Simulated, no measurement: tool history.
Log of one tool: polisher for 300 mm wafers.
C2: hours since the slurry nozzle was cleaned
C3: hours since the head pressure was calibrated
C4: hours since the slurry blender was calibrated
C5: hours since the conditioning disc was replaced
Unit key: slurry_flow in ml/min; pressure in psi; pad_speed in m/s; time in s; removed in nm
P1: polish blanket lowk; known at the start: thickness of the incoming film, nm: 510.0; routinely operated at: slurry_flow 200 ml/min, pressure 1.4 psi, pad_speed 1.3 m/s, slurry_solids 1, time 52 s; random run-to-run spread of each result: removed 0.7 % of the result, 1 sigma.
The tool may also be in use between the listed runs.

run 1 hour=7.3 | slurry_flow=200 pressure=1.4 pad_speed=1.3 slurry_solids=1 time=52 | wafers_polished_on_this_pad=543 C2=179.2 C3=141.3 C4=58.1 C5=152.5 | removed=22.148
run 2 hour=12.3 | slurry_flow=200 pressure=1.4 pad_speed=1.3 slurry_solids=1 time=52 | wafers_polished_on_this_pad=603 C2=184.2 C3=146.3 C4=63.1 C5=157.5 | removed=21.759
run 3 hour=19.5 | slurry_flow=200 pressure=1.4 pad_speed=1.3 slurry_solids=0.55 time=52 | wafers_polished_on_this_pad=690 C2=191.4 C3=153.5 C4=70.3 C5=164.7 | removed=16.109
run 4 hour=26.6 | slurry_flow=200 pressure=1.4 pad_speed=0.6 slurry_solids=1 time=52 | wafers_polished_on_this_pad=775 C2=198.5 C3=160.6 C4=77.4 C5=171.8 | removed=11.822
run 5 hour=31.3 | slurry_flow=125 pressure=1.4 pad_speed=1.3 slurry_solids=1 time=52 | wafers_polished_on_this_pad=831 C2=203.2 C3=165.3 C4=82.1 C5=176.5 | removed=20.263
run 6 hour=35.4 | slurry_flow=200 pressure=1.4 pad_speed=1.3 slurry_solids=1 time=52 | wafers_polished_on_this_pad=881 C2=207.3 C3=169.4 C4=86.2 C5=180.6 | removed=22.067
run 7 hour=42 | slurry_flow=200 pressure=1.4 pad_speed=1.3 slurry_solids=1 time=52 | wafers_polished_on_this_pad=960 C2=213.9 C3=176 C4=92.8 C5=187.2 | removed=22.355
run 8 hour=47.6 | slurry_flow=200 pressure=1.4 pad_speed=1.3 slurry_solids=1 time=52 | wafers_polished_on_this_pad=1027 C2=219.5 C3=181.6 C4=98.4 C5=192.8 | removed=21.997
run 9 hour=53.7 | slurry_flow=200 pressure=1.4 pad_speed=2 slurry_solids=1 time=52 | wafers_polished_on_this_pad=1101 C2=225.6 C3=187.7 C4=104.5 C5=198.9 | removed=30.91
run 10 hour=58.8 | slurry_flow=200 pressure=1.4 pad_speed=1.3 slurry_solids=1 time=32 | wafers_polished_on_this_pad=1162 C2=230.7 C3=192.8 C4=109.6 C5=204 | removed=13.57
run 11 hour=65.9 | slurry_flow=200 pressure=1.4 pad_speed=1.3 slurry_solids=1 time=52 | wafers_polished_on_this_pad=1247 C2=237.8 C3=199.9 C4=116.7 C5=211.1 | removed=22.049
run 12 hour=70 | slurry_flow=200 pressure=2.1 pad_speed=1.3 slurry_solids=1 time=52 | wafers_polished_on_this_pad=1297 C2=241.9 C3=204 C4=120.8 C5=215.2 | removed=33.258
run 13 hour=75.1 | slurry_flow=305 pressure=1.4 pad_speed=1.3 slurry_solids=1 time=52 | wafers_polished_on_this_pad=1358 C2=247 C3=209.1 C4=125.9 C5=220.3 | removed=23.249
run 14 hour=81.9 | slurry_flow=200 pressure=0.7 pad_speed=1.3 slurry_solids=1 time=52 | wafers_polished_on_this_pad=1440 C2=253.8 C3=215.9 C4=132.7 C5=227.1 | removed=11.029
run 15 hour=87.1 | slurry_flow=200 pressure=1.4 pad_speed=1.3 slurry_solids=1 time=52 | wafers_polished_on_this_pad=1502 C2=259 C3=221.1 C4=137.9 C5=232.3 | removed=21.771
run 16 hour=94.3 | slurry_flow=200 pressure=1.4 pad_speed=1.3 slurry_solids=0.55 time=73 | wafers_polished_on_this_pad=1589 C2=266.2 C3=228.3 C4=145.1 C5=239.5 | removed=22.493
run 17 hour=99.3 | slurry_flow=200 pressure=1.4 pad_speed=1.3 slurry_solids=1.4 time=52 | wafers_polished_on_this_pad=1649 C2=271.2 C3=233.3 C4=150.1 C5=244.5 | removed=25.381
run 18 hour=104.9 | slurry_flow=200 pressure=1.4 pad_speed=1.3 slurry_solids=1 time=82 | wafers_polished_on_this_pad=1716 C2=276.8 C3=238.9 C4=155.7 C5=250.1 | removed=34.517
run 19 hour=108.4 | slurry_flow=200 pressure=1.4 pad_speed=1.3 slurry_solids=1 time=52 | wafers_polished_on_this_pad=1759 C2=280.3 C3=242.4 C4=159.2 C5=253.6 | removed=21.946
run 20 hour=113.5 | slurry_flow=200 pressure=1.4 pad_speed=1.3 slurry_solids=1 time=52 | wafers_polished_on_this_pad=1820 C2=285.4 C3=247.5 C4=164.3 C5=258.7 | removed=21.376
run 21 hour=119.8 | slurry_flow=200 pressure=1.4 pad_speed=1.3 slurry_solids=1 time=52 | wafers_polished_on_this_pad=1896 C2=291.7 C3=253.8 C4=170.6 C5=265 | removed=20.745
run 22 hour=126.8 | slurry_flow=200 pressure=1.4 pad_speed=1.3 slurry_solids=1 time=52 | wafers_polished_on_this_pad=1980 C2=298.7 C3=260.8 C4=177.6 C5=272 | removed=20.273
run 23 hour=133.3 | slurry_flow=200 pressure=1.4 pad_speed=1.3 slurry_solids=1 time=52 | wafers_polished_on_this_pad=2058 C2=305.2 C3=267.3 C4=184.1 C5=278.5 | removed=19.705
run 24 hour=140 | slurry_flow=200 pressure=1.4 pad_speed=1.3 slurry_solids=1 time=52 | wafers_polished_on_this_pad=2138 C2=311.9 C3=274 C4=190.8 C5=285.2 | removed=19.499
run 25 hour=145.1 | slurry_flow=200 pressure=1.4 pad_speed=1.3 slurry_solids=1 time=52 | wafers_polished_on_this_pad=2200 C2=317 C3=279.1 C4=195.9 C5=290.3 | removed=19.592
run 26 hour=151.1 | slurry_flow=200 pressure=1.4 pad_speed=1.3 slurry_solids=1 time=52 | wafers_polished_on_this_pad=2272 C2=323 C3=285.1 C4=201.9 C5=296.3 | removed=19.397
-- hour=151.2 conditioning disc replaced and pad reconditioned
-- hour=155 slurry nozzle cleaned
run 27 hour=155.1 | slurry_flow=200 pressure=1.4 pad_speed=1.3 slurry_solids=1 time=52 | wafers_polished_on_this_pad=2320 C2=0.2 C3=289.1 C4=205.9 C5=3.9 | removed=19.207
-- hour=155.9 head pressure recalibrated
run 28 hour=161.3 | slurry_flow=200 pressure=1.4 pad_speed=1.3 slurry_solids=1 time=52 | wafers_polished_on_this_pad=2395 C2=6.4 C3=5.5 C4=212.1 C5=10.1 | removed=19.233
run 29 hour=167.8 | slurry_flow=200 pressure=1.4 pad_speed=1.3 slurry_solids=1 time=52 | wafers_polished_on_this_pad=2473 C2=12.9 C3=12 C4=218.6 C5=16.6 | removed=19.484
run 30 hour=172.4 | slurry_flow=200 pressure=1.4 pad_speed=1.3 slurry_solids=1 time=52 | wafers_polished_on_this_pad=2528 C2=17.5 C3=16.6 C4=223.2 C5=21.2 | removed=19.247

P1 has crept away from where it was. The log is fitted equally well by each of these 2 causes, at the sizes shown:
A: abrasive missing from the slurry, % = 24.3
B: removal rate lost through wear of the pad, % = 12.7
Creep in the process output first set in at about hour 108.4.
Why every other cause is out:
slurry flow missing at the pad, %: serviced after onset, at hour 155, with no recovery of the prior output
head's pressure below its setpoint, %: serviced after onset, at hour 155.9, with no recovery of the prior output
time polished since the conditioner stopped cutting, s: serviced after onset, at hour 151.2, with no recovery of the prior output

Of the 4 check runs below, each run on 3 wafers with the results averaged and each result still a question mark, which one would tell the listed causes apart?
run check 1 hour=177 | slurry_flow=200 pressure=1.7 pad_speed=1.3 slurry_solids=0.65 time=52 | removed=?
run check 2 hour=177 | slurry_flow=145 pressure=1.4 pad_speed=1.3 slurry_solids=1 time=80 | removed=?
run check 3 hour=177 | slurry_flow=200 pressure=1.4 pad_speed=2 slurry_solids=1 time=52 | removed=?
run check 4 hour=177 | slurry_flow=145 pressure=1.4 pad_speed=1.3 slurry_solids=1 time=52 | removed=?

Outcome of each check run for each possible cause:
check=check_1 result=removed if_A=18.205 if_B=18.759
check=check_2 result=removed if_A=28.147 if_B=28.158
check=check_3 result=removed if_A=27.132 if_B=27.142
check=check_4 result=removed if_A=18.296 if_B=18.303
Smallest distance between any two causes, each pair judged by its most separating result, in per cent: check 1 3 %; check 2 0.04 %; check 3 0.04 %; check 4 0.04 %
Only in check 1 would the causes give clearly different results; in the remaining checks their results would be nearly the same.

Here is what check 1 returned: removed 18.198 nm. Which cause is it?

The cause is A: abrasive missing from the slurry, %.
